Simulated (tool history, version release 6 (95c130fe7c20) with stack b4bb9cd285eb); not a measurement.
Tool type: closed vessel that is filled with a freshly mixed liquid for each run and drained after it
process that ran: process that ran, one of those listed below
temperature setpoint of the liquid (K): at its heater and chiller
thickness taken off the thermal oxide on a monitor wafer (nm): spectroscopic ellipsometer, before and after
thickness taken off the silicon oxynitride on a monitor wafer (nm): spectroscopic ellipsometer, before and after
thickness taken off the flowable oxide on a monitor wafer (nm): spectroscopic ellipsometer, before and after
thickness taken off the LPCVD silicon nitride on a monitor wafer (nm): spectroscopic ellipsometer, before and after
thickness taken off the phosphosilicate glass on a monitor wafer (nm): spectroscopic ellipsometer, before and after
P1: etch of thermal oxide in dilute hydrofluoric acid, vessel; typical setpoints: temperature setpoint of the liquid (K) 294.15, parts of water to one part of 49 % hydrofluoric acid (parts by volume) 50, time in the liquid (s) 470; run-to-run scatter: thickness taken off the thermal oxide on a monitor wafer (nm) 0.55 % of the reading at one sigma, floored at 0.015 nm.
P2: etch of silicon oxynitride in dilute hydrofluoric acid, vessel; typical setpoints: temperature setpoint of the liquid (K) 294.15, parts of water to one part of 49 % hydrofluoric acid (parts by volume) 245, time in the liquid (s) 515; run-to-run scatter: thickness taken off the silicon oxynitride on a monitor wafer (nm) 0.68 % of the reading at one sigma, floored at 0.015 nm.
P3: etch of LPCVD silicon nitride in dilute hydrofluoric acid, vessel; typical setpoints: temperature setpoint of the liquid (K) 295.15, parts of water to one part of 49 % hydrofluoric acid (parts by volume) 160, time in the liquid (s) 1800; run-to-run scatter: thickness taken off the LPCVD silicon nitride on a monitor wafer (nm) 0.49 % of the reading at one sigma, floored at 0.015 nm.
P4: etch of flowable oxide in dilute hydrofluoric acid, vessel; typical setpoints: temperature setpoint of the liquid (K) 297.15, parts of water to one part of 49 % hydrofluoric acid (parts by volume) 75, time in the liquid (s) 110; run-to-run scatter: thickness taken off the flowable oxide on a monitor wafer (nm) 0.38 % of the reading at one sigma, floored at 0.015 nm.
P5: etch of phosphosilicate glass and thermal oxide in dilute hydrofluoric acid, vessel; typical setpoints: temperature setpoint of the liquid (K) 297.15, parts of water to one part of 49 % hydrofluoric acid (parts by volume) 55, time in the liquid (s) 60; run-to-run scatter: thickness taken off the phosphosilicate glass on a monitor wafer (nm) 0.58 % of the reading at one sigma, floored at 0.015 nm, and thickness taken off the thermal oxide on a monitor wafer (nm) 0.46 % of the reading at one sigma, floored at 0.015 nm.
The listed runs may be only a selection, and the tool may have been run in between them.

run     day  process that ran  temperature setpoint of the liquid (K)  parts of water to one part of 49 % hydrofluoric acid (parts by volume)  time in the liquid (s)  thickness taken off the thermal oxide on a monitor wafer (nm)  thickness taken off the silicon oxynitride on a monitor wafer (nm)  thickness taken off the flowable oxide on a monitor wafer (nm)  thickness taken off the LPCVD silicon nitride on a monitor wafer (nm)  thickness taken off the phosphosilicate glass on a monitor wafer (nm)
  1   0.608                P1                                  294.15                                                                      50                     470                                                         43.587
  2   1.067                P1                                  294.15                                                                      50                     230                                                         21.571
  3   1.629                P1                                  294.15                                                                      30                     470                                                         74.656
  4   2.079                P2                                  294.15                                                                     155                     515                                                                                                                             7.3836
  5   2.567                P1                                  290.15                                                                      50                     470                                                         36.825
  6   3.138                P1                                  294.15                                                                      50                     470                                                         43.931
  7   3.829                P4                                  290.15                                                                      75                     110                                                                                                                                                                                             33.509
  8   4.329                P3                                  290.15                                                                     160                    1800                                                                                                                                                                                                                                                                    3.5375
  9   5.004                P5                                  297.15                                                                      90                      60                                                         3.2018                                                                                                                                                                                                                                                                            76.502
 10   5.375                P5                                  297.15                                                                      55                      60                                                         5.4662                                                                                                                                                                                                                                                                            130.31
 11   5.912                P3                                  295.15                                                                     290                    1800                                                                                                                                                                                                                                                                    2.7357
 12   6.429                P1                                  299.15                                                                      50                     470                                                         53.956
 13   7.204                P1                                  294.15                                                                      50                     470                                                         43.764
 14   7.567                P4                                  297.15                                                                      75                     110                                                                                                                                                                                             44.377
 15   8.117                P4                                  297.15                                                                      75                     110                                                                                                                                                                                             44.576
 16   8.462                P2                                  302.15                                                                     245                     515                                                                                                                              6.101
 17   8.975                P2                                  294.15                                                                     245                     515                                                                                                                             4.3901
 18   9.454                P3                                  295.15                                                                     160                    3165                                                                                                                                                                                                                                                                    8.7231
 19  10.167                P1                                  294.15                                                                      80                     470                                                          26.39
 20  10.762                P1                                  294.15                                                                      50                     470                                                         44.019
 21  11.104                P1                                  294.15                                                                      50                     470                                                         43.825
 22  11.483                P2                                  294.15                                                                     245                    1005                                                                                                                             8.5124
 23  11.842                P5                                  297.15                                                                      55                     100                                                         9.1702                                                                                                                                                                                                                                                                            218.19

What will run 24 give?
 24  12.333                P5                                  302.65                                                                      55                      60                                                              ?                                                                                                                                                                                                                                                                                 ?

thickness taken off the thermal oxide on a monitor wafer (nm): 6.815
thickness taken off the phosphosilicate glass on a monitor wafer (nm): 163.24
